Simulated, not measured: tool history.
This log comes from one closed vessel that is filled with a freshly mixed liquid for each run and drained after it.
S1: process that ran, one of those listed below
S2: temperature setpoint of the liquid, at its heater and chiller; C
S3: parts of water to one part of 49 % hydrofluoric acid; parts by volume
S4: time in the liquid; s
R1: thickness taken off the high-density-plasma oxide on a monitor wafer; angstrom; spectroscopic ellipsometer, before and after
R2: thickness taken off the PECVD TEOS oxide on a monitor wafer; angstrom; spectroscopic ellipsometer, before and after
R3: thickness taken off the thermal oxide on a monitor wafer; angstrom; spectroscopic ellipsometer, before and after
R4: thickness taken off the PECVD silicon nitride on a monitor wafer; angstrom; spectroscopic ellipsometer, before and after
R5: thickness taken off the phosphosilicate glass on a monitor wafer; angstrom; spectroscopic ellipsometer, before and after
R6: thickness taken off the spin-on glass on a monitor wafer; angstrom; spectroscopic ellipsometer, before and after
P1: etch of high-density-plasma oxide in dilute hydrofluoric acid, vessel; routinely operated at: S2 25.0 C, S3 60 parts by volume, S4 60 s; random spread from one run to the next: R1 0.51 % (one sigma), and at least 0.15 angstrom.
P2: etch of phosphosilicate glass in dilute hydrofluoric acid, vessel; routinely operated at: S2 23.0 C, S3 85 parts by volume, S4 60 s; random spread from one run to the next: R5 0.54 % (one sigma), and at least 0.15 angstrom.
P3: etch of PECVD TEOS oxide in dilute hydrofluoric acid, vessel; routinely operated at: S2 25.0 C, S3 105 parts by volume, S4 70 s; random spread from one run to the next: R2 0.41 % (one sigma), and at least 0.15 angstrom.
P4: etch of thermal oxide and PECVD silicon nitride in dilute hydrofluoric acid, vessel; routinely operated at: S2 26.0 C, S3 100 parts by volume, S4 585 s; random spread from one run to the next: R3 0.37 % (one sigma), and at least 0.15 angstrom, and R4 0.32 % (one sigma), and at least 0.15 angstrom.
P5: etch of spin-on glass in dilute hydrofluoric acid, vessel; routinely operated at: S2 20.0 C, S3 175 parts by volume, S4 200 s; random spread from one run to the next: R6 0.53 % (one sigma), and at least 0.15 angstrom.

run,hour,S1,S2,S3,S4,R1,R2,R3,R4,R5,R6
1,4.1,P1,25.0,60,60,107.760,,,,,
2,9.6,P3,25.0,105,70,,68.182,,,,
3,14.8,P4,26.0,100,115,,,61.602,23.206,,
4,20.6,P2,23.0,85,60,,,,,1314.4,
5,26.7,P3,25.0,105,70,,68.780,,,,
6,32.7,P2,18.0,85,60,,,,,1073.9,
7,38.7,P5,20.0,95,200,,,,,,423.490
8,44.7,P1,20.5,95,60,54.467,,,,,
9,50.4,P1,18.5,60,100,138.760,,,,,
10,55.6,P5,20.0,175,200,,,,,,209.790
11,61.6,P1,25.0,60,60,108.720,,,,,
12,64.4,P2,23.0,55,60,,,,,2118.5,
13,70.2,P1,25.0,35,60,193.180,,,,,
14,73.0,P4,26.0,100,585,,,312.950,118.750,,
15,76.3,P2,23.0,85,60,,,,,1313.4,
16,81.3,P1,33.5,60,60,151.740,,,,,
17,84.9,P1,18.0,60,60,81.891,,,,,
# hour 88.8: hydrofluoric acid flow meter replaced
18,89.2,P5,20.0,175,85,,,,,,89.509
19,94.8,P1,25.0,95,60,65.735,,,,,
20,99.4,P1,25.0,25,105,481.910,,,,,
21,102.6,P3,25.0,105,125,,122.450,,,,
22,106.3,P4,22.5,100,585,,,273.740,94.588,,
23,109.6,P4,26.0,170,585,,,168.770,69.728,,
24,112.2,P2,23.0,85,90,,,,,1976.4,
25,117.9,P1,25.0,60,60,107.560,,,,,
26,122.5,P3,29.0,105,70,,79.453,,,,
27,128.1,P5,28.0,175,200,,,,,,283.270

Run 28 comes next. What will it give?
# hour 133.4: thermometer replaced
28,133.7,P3,25.0,50,70,,?,,,,

Run 28 produced R2 155.450 angstrom.

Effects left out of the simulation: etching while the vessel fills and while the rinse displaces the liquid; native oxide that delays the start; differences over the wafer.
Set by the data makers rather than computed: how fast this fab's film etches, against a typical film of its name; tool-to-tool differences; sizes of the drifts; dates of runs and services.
